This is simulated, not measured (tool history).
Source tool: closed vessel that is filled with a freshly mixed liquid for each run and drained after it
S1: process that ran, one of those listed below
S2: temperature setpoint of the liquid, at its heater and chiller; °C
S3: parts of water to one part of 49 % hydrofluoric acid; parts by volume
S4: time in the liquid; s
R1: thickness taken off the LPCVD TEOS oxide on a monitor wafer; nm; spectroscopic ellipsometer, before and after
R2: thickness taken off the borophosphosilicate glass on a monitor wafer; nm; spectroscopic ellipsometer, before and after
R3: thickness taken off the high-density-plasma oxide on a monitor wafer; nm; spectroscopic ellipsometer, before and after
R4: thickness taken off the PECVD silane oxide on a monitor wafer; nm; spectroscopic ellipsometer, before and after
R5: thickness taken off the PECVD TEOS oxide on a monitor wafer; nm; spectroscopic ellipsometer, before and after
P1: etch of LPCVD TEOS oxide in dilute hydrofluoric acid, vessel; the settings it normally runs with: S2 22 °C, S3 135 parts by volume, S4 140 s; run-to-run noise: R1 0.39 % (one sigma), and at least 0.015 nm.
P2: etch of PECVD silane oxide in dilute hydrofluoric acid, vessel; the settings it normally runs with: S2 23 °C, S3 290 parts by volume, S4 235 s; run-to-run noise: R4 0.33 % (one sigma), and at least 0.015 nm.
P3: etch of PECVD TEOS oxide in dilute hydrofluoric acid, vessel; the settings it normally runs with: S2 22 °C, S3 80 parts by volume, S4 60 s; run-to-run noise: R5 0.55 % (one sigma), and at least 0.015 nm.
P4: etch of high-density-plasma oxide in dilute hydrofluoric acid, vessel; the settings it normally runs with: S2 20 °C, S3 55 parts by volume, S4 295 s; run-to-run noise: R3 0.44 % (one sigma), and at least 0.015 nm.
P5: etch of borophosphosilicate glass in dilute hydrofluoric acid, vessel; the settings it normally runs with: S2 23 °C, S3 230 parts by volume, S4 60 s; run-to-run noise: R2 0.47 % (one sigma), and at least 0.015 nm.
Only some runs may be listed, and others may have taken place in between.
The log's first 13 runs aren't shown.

run 14 hour=69.9 | S1=P3 S2=22 S3=80 S4=115 | R5=20.1
run 15 hour=73.1 | S1=P3 S2=22 S3=80 S4=60 | R5=10.481
run 16 hour=76.6 | S1=P5 S2=23 S3=230 S4=60 | R2=13.456
run 17 hour=82.7 | S1=P1 S2=18 S3=135 S4=140 | R1=20.943
run 18 hour=87.6 | S1=P2 S2=23 S3=290 S4=235 | R4=10.208
run 19 hour=94 | S1=P3 S2=22 S3=130 S4=60 | R5=6.1298
run 20 hour=97.1 | S1=P3 S2=22 S3=80 S4=60 | R5=10.452
run 21 hour=103.1 | S1=P2 S2=23 S3=400 S4=235 | R4=6.6825
run 22 hour=107 | S1=P5 S2=23 S3=230 S4=30 | R2=6.7293
run 23 hour=113.2 | S1=P4 S2=28 S3=55 S4=295 | R3=53.938
run 24 hour=118.1 | S1=P1 S2=22 S3=135 S4=30 | R1=5.2596

For run 25, what comes out?
run 25 hour=121.8 | S1=P1 S2=22 S3=135 S4=270 | R1=?

{"run 25": {"R1": 47.495}}
